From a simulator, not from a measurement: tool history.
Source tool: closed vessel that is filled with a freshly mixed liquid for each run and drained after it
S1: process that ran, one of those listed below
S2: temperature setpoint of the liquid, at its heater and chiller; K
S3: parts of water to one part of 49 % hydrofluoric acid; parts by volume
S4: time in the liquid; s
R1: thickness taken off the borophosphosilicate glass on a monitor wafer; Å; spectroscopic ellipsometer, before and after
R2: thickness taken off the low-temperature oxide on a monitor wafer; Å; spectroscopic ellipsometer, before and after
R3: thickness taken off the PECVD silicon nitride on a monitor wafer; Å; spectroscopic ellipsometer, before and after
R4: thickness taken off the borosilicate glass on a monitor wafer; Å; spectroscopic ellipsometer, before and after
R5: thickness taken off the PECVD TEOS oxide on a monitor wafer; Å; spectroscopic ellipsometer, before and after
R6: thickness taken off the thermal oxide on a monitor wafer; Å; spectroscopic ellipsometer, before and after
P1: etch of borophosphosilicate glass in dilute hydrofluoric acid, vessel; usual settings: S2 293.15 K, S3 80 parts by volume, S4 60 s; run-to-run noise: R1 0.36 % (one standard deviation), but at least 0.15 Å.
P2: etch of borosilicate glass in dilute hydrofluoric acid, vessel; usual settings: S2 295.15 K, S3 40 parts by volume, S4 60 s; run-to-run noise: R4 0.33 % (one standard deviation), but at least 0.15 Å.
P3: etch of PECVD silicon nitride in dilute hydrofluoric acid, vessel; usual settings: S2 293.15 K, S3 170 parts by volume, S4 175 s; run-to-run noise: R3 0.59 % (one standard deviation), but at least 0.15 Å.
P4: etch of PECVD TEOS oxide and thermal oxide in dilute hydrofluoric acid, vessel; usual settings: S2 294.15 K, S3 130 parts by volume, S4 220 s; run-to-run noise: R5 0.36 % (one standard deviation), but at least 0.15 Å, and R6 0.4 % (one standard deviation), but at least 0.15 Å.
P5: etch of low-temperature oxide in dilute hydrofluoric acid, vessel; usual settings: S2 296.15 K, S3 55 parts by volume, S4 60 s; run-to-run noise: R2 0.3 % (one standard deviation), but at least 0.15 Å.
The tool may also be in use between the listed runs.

| run | hour | S1 | S2 | S3 | S4 | R1 | R2 | R3 | R4 | R5 | R6 |
|---|---|---|---|---|---|---|---|---|---|---|---|
| 1 | 11.4 | P1 | 293.15 | 80 | 60 | 343 |  |  |  |  |  |
| 2 | 17.8 | P1 | 293.15 | 20 | 60 | 1482.7 |  |  |  |  |  |
| 3 | 22.8 | P1 | 293.15 | 80 | 60 | 344.77 |  |  |  |  |  |
| 4 | 28 | P5 | 296.15 | 30 | 60 |  | 672 |  |  |  |  |
| 5 | 34.7 | P1 | 293.15 | 80 | 60 | 343.23 |  |  |  |  |  |
| 6 | 42.9 | P3 | 293.15 | 170 | 175 |  |  | 40.933 |  |  |  |
| 7 | 51.1 | P1 | 293.15 | 125 | 60 | 209.42 |  |  |  |  |  |
| 8 | 57.3 | P3 | 293.15 | 75 | 175 |  |  | 91.447 |  |  |  |
| 9 | 64.2 | P1 | 290.15 | 80 | 60 | 303.74 |  |  |  |  |  |
| 10 | 69.4 | P1 | 293.15 | 80 | 60 | 343.71 |  |  |  |  |  |
| 11 | 77.4 | P2 | 295.15 | 65 | 60 |  |  |  | 285.62 |  |  |
| 12 | 86.7 | P4 | 294.15 | 130 | 220 |  |  |  |  | 146.14 | 66.767 |
| 13 | 91.7 | P1 | 293.15 | 80 | 60 | 341.99 |  |  |  |  |  |
| 14 | 100.8 | P5 | 296.15 | 55 | 60 |  | 353.1 |  |  |  |  |
| 15 | 111.2 | P4 | 300.15 | 130 | 220 |  |  |  |  | 188.16 | 84.1 |
| 16 | 121.1 | P3 | 293.15 | 170 | 315 |  |  | 74.061 |  |  |  |
| 17 | 128.9 | P5 | 291.65 | 55 | 60 |  | 294.4 |  |  |  |  |
| 18 | 135.2 | P3 | 297.65 | 170 | 175 |  |  | 55.75 |  |  |  |
| 19 | 145.2 | P1 | 300.65 | 80 | 90 | 697.82 |  |  |  |  |  |
| 20 | 155.1 | P1 | 293.15 | 80 | 100 | 570.58 |  |  |  |  |  |
| 21 | 161.6 | P3 | 293.15 | 170 | 175 |  |  | 40.902 |  |  |  |
| 22 | 171.6 | P2 | 295.15 | 40 | 60 |  |  |  | 478.5 |  |  |
| 23 | 181 | P2 | 295.15 | 40 | 30 |  |  |  | 240.83 |  |  |
| 24 | 191.8 | P4 | 294.15 | 195 | 220 |  |  |  |  | 91.777 | 41.393 |
| 25 | 201.3 | P2 | 299.65 | 40 | 60 |  |  |  | 577.51 |  |  |
| 26 | 208.7 | P1 | 293.15 | 80 | 60 | 342.44 |  |  |  |  |  |
| 27 | 217.8 | P1 | 298.15 | 80 | 60 | 420.64 |  |  |  |  |  |
| 28 | 227 | P4 | 294.15 | 130 | 220 |  |  |  |  | 148.47 | 67.134 |
| 29 | 234.8 | P5 | 296.15 | 55 | 30 |  | 177.91 |  |  |  |  |
| 30 | 246 | P4 | 294.15 | 130 | 440 |  |  |  |  | 295.61 | 133.83 |
| 31 | 253.7 | P1 | 293.15 | 80 | 30 | 172.34 |  |  |  |  |  |
| 32 | 263.2 | P1 | 293.15 | 80 | 60 | 345.18 |  |  |  |  |  |
| 33 | 268.2 | P1 | 293.15 | 80 | 60 | 350.13 |  |  |  |  |  |
| 34 | 275.6 | P1 | 293.15 | 80 | 60 | 355.31 |  |  |  |  |  |
| 35 | 286.5 | P1 | 293.15 | 80 | 60 | 362.92 |  |  |  |  |  |
| 36 | 296.1 | P1 | 293.15 | 80 | 60 | 368.62 |  |  |  |  |  |
| 37 | 306.1 | P1 | 293.15 | 80 | 60 | 372.9 |  |  |  |  |  |
| 38 | 316.7 | P1 | 293.15 | 80 | 60 | 373.65 |  |  |  |  |  |
| 39 | 322.1 | P1 | 293.15 | 80 | 60 | 374.69 |  |  |  |  |  |
| 40 | 333.1 | P1 | 293.15 | 80 | 60 | 378.13 |  |  |  |  |  |
| 41 | 342.3 | P1 | 293.15 | 80 | 60 | 377.7 |  |  |  |  |  |
| 42 | 351.3 | P1 | 293.15 | 80 | 60 | 377.07 |  |  |  |  |  |
| 43 | 359.2 | P1 | 293.15 | 80 | 60 | 376.68 |  |  |  |  |  |

What P1 gives has crept off from where it sat before. The 2 causes that follow fit the log equally well, each at the size noted:
A: liquid hotter than its thermometer reads (K) = 2.32
B: hydrofluoric acid flow above the setpoint (%) = 9.16
The process output started creeping at around hour 263.2.

Each of the 4 check runs below uses one wafer; its results are left as question marks. Which run tells the causes apart?
| check 1 | 367.1 | P4 | 294.15 | 130 | 220 |  |  |  |  | ? | ? |
| check 2 | 367.1 | P2 | 295.15 | 40 | 60 |  |  |  | ? |  |  |
| check 3 | 367.1 | P3 | 293.15 | 170 | 175 |  |  | ? |  |  |  |
| check 4 | 367.1 | P5 | 296.15 | 55 | 60 |  | ? |  |  |  |  |

Predicted outcomes, by check and by cause:
| check | result | if A | if B |
|---|---|---|---|
| check 1 | R5 | 161.85 | 163.17 |
| check 1 | R6 | 73.314 | 73.912 |
| check 2 | R4 | 528.26 | 525.7 |
| check 3 | R3 | 47.918 | 44.815 |
| check 4 | R2 | 390.92 | 390.42 |
Gap, in per cent, between the two causes that each check separates least, read from the result that separates them most: check 1 0.81 %; check 2 0.49 %; check 3 6.69 %; check 4 0.13 %
The other checks would show nearly matching results whichever cause is true, so check 3 is the only one that separates the causes.

Check 3 was carried out, with these results: R3 47.949 Å. Which of the listed causes is responsible?

It was cause A: liquid hotter than its thermometer reads (K).
